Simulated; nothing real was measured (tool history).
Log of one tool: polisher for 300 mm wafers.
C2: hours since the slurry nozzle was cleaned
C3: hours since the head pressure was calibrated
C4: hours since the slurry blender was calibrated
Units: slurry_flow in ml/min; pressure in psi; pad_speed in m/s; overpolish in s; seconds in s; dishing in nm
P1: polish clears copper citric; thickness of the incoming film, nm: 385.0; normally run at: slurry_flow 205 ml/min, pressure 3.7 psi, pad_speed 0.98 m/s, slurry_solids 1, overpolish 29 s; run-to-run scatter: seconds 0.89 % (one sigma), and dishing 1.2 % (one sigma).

{"run": 1, "hour": 17.1, "slurry_flow": 205, "pressure": 3.7, "pad_speed": 0.98, "slurry_solids": 1, "overpolish": 29, "wafers polished on this pad": 611, "C2": 97, "C3": 285.4, "C4": 188.7, "seconds": 130.95, "dishing": 45.127}
{"run": 2, "hour": 28.9, "slurry_flow": 205, "pressure": 3.7, "pad_speed": 0.44, "slurry_solids": 1, "overpolish": 29, "wafers polished on this pad": 687, "C2": 108.8, "C3": 297.2, "C4": 200.5, "seconds": 274.29, "dishing": 25.618}
{"run": 3, "hour": 37.9, "slurry_flow": 135, "pressure": 3.7, "pad_speed": 1.32, "slurry_solids": 1, "overpolish": 29, "wafers polished on this pad": 745, "C2": 117.8, "C3": 306.2, "C4": 209.5, "seconds": 102.18, "dishing": 51.57}
{"run": 4, "hour": 52.4, "slurry_flow": 125, "pressure": 3.7, "pad_speed": 0.98, "slurry_solids": 1, "overpolish": 29, "wafers polished on this pad": 838, "C2": 132.3, "C3": 320.7, "C4": 224, "seconds": 139.31, "dishing": 43.606}
{"run": 5, "hour": 60.5, "slurry_flow": 205, "pressure": 3.7, "pad_speed": 0.98, "slurry_solids": 1, "overpolish": 9, "wafers polished on this pad": 890, "C2": 140.4, "C3": 328.8, "C4": 232.1, "seconds": 127.4, "dishing": 19.059}
{"run": 6, "hour": 74.6, "slurry_flow": 205, "pressure": 1.7, "pad_speed": 0.98, "slurry_solids": 1, "overpolish": 29, "wafers polished on this pad": 980, "C2": 154.5, "C3": 342.9, "C4": 246.2, "seconds": 274.94, "dishing": 25.19}
{"run": 7, "hour": 92.5, "slurry_flow": 205, "pressure": 3.7, "pad_speed": 0.98, "slurry_solids": 1, "overpolish": 29, "wafers polished on this pad": 1096, "C2": 172.4, "C3": 360.8, "C4": 264.1, "seconds": 127.63, "dishing": 45.157}
{"run": 8, "hour": 101.7, "slurry_flow": 205, "pressure": 3.7, "pad_speed": 0.98, "slurry_solids": 1, "overpolish": 51, "wafers polished on this pad": 1155, "C2": 181.6, "C3": 370, "C4": 273.3, "seconds": 126.61, "dishing": 60.329}
{"run": 9, "hour": 112.7, "slurry_flow": 205, "pressure": 5.7, "pad_speed": 0.98, "slurry_solids": 1, "overpolish": 29, "wafers polished on this pad": 1225, "C2": 192.6, "C3": 381, "C4": 284.3, "seconds": 83.754, "dishing": 57.853}
{"run": 10, "hour": 129.7, "slurry_flow": 205, "pressure": 3.7, "pad_speed": 1.44, "slurry_solids": 1, "overpolish": 29, "wafers polished on this pad": 1335, "C2": 209.6, "C3": 398, "C4": 301.3, "seconds": 86.819, "dishing": 54.816}
{"hour": 144.4, "done": "slurry nozzle cleaned"}
{"run": 11, "hour": 144.6, "slurry_flow": 280, "pressure": 3.7, "pad_speed": 0.98, "slurry_solids": 1, "overpolish": 29, "wafers polished on this pad": 1430, "C2": 0.2, "C3": 412.9, "C4": 316.2, "seconds": 122.67, "dishing": 46.101}
{"run": 12, "hour": 152.8, "slurry_flow": 205, "pressure": 3.7, "pad_speed": 0.98, "slurry_solids": 0.6, "overpolish": 29, "wafers polished on this pad": 1483, "C2": 8.4, "C3": 421.1, "C4": 324.4, "seconds": 142.05, "dishing": 41.89}
{"run": 13, "hour": 168.7, "slurry_flow": 270, "pressure": 3.7, "pad_speed": 0.98, "slurry_solids": 0.75, "overpolish": 29, "wafers polished on this pad": 1585, "C2": 24.3, "C3": 437, "C4": 340.3, "seconds": 132.17, "dishing": 44.441}
{"run": 14, "hour": 186.8, "slurry_flow": 205, "pressure": 3.7, "pad_speed": 0.98, "slurry_solids": 1.4, "overpolish": 29, "wafers polished on this pad": 1701, "C2": 42.4, "C3": 455.1, "C4": 358.4, "seconds": 118.32, "dishing": 46.672}
{"run": 15, "hour": 196.0, "slurry_flow": 205, "pressure": 3.7, "pad_speed": 0.98, "slurry_solids": 1, "overpolish": 29, "wafers polished on this pad": 1761, "C2": 51.6, "C3": 464.3, "C4": 367.6, "seconds": 128.91, "dishing": 45.025}
{"run": 16, "hour": 213.8, "slurry_flow": 205, "pressure": 3.7, "pad_speed": 0.98, "slurry_solids": 1, "overpolish": 29, "wafers polished on this pad": 1875, "C2": 69.4, "C3": 482.1, "C4": 385.4, "seconds": 128.36, "dishing": 45.372}
{"run": 17, "hour": 228.1, "slurry_flow": 205, "pressure": 3.7, "pad_speed": 0.98, "slurry_solids": 1, "overpolish": 29, "wafers polished on this pad": 1967, "C2": 83.7, "C3": 496.4, "C4": 399.7, "seconds": 125.83, "dishing": 45.933}
{"run": 18, "hour": 237.1, "slurry_flow": 205, "pressure": 3.7, "pad_speed": 0.98, "slurry_solids": 1, "overpolish": 29, "wafers polished on this pad": 2025, "C2": 92.7, "C3": 505.4, "C4": 408.7, "seconds": 128.7, "dishing": 45.14}

Forecast run 19:
{"run": 19, "hour": 246.3, "slurry_flow": 205, "pressure": 3.7, "pad_speed": 0.98, "slurry_solids": 1, "overpolish": 29, "wafers polished on this pad": 2084, "C2": 101.9, "C3": 514.6, "C4": 417.9, "seconds": "?", "dishing": "?"}

seconds: 128.65 s
dishing: 44.79 nm
